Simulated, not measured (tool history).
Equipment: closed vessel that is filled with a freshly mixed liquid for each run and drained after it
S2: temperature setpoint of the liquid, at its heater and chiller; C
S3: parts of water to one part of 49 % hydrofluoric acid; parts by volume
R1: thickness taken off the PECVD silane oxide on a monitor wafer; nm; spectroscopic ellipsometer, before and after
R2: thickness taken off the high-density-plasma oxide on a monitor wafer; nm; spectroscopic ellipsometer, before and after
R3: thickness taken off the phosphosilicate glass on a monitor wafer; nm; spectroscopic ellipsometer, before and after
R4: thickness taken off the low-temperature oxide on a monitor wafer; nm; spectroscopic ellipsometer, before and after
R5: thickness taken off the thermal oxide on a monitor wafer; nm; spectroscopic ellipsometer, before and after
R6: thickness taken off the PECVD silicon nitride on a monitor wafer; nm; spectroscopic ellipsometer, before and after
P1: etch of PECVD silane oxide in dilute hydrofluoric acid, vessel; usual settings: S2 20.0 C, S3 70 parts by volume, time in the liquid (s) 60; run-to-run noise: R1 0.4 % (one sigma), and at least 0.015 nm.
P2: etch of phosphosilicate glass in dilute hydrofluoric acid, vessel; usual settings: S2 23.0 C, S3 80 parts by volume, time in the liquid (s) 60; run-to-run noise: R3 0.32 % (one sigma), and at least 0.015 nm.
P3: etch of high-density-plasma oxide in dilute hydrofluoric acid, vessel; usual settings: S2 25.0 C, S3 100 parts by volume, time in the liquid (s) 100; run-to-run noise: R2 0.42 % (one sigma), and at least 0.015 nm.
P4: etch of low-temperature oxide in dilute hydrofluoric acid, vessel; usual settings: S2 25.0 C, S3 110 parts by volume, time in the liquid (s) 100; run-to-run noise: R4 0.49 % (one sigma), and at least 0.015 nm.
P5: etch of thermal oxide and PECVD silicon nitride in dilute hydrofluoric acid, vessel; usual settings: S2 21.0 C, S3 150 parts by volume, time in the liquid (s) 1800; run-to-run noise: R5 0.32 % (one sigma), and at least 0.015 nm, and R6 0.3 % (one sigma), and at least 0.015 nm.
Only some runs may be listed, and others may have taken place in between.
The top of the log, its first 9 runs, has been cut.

{"run": 10, "hour": 31.0, "process that ran": "P1", "S2": 20.0, "S3": 70, "time in the liquid (s)": 110, "R1": 55.804}
{"run": 11, "hour": 35.1, "process that ran": "P1", "S2": 26.5, "S3": 70, "time in the liquid (s)": 60, "R1": 39.97}
{"run": 12, "hour": 37.3, "process that ran": "P5", "S2": 21.0, "S3": 150, "time in the liquid (s)": 185, "R5": 4.9977, "R6": 3.5522}
{"run": 13, "hour": 41.2, "process that ran": "P3", "S2": 25.0, "S3": 100, "time in the liquid (s)": 30, "R2": 1.6167}
{"run": 14, "hour": 43.7, "process that ran": "P4", "S2": 25.0, "S3": 110, "time in the liquid (s)": 100, "R4": 18.228}
{"run": 15, "hour": 46.2, "process that ran": "P1", "S2": 20.0, "S3": 110, "time in the liquid (s)": 90, "R1": 27.78}
{"run": 16, "hour": 49.1, "process that ran": "P3", "S2": 32.0, "S3": 100, "time in the liquid (s)": 100, "R2": 6.993}
{"run": 17, "hour": 52.2, "process that ran": "P4", "S2": 25.0, "S3": 110, "time in the liquid (s)": 190, "R4": 34.636}
{"run": 18, "hour": 55.0, "process that ran": "P1", "S2": 20.0, "S3": 70, "time in the liquid (s)": 60, "R1": 30.612}
{"run": 19, "hour": 57.2, "process that ran": "P1", "S2": 20.0, "S3": 70, "time in the liquid (s)": 60, "R1": 30.449}
{"run": 20, "hour": 61.2, "process that ran": "P4", "S2": 25.0, "S3": 110, "time in the liquid (s)": 100, "R4": 18.056}
{"run": 21, "hour": 64.2, "process that ran": "P1", "S2": 17.0, "S3": 70, "time in the liquid (s)": 60, "R1": 26.812}
{"run": 22, "hour": 67.4, "process that ran": "P1", "S2": 20.0, "S3": 70, "time in the liquid (s)": 60, "R1": 30.286}
{"run": 23, "hour": 71.7, "process that ran": "P1", "S2": 17.0, "S3": 70, "time in the liquid (s)": 30, "R1": 13.438}
{"hour": 71.8, "done": "thermometer replaced"}
{"run": 24, "hour": 73.7, "process that ran": "P2", "S2": 23.0, "S3": 80, "time in the liquid (s)": 30, "R3": 38.001}
{"run": 25, "hour": 77.4, "process that ran": "P1", "S2": 20.0, "S3": 45, "time in the liquid (s)": 60, "R1": 49.039}
{"run": 26, "hour": 81.4, "process that ran": "P4", "S2": 29.5, "S3": 110, "time in the liquid (s)": 100, "R4": 21.639}
{"run": 27, "hour": 85.2, "process that ran": "P1", "S2": 20.0, "S3": 70, "time in the liquid (s)": 60, "R1": 30.519}
{"run": 28, "hour": 87.7, "process that ran": "P2", "S2": 17.0, "S3": 80, "time in the liquid (s)": 60, "R3": 59.241}
{"run": 29, "hour": 92.2, "process that ran": "P5", "S2": 21.0, "S3": 150, "time in the liquid (s)": 1800, "R5": 48.2, "R6": 34.797}
{"run": 30, "hour": 96.2, "process that ran": "P1", "S2": 20.0, "S3": 70, "time in the liquid (s)": 30, "R1": 15.28}

Run 31, settings as shown, results not yet in. Your forecast:
{"run": 31, "hour": 100.4, "process that ran": "P1", "S2": 20.0, "S3": 70, "time in the liquid (s)": 60, "R1": "?"}

{"run 31": {"R1": 30.596}}
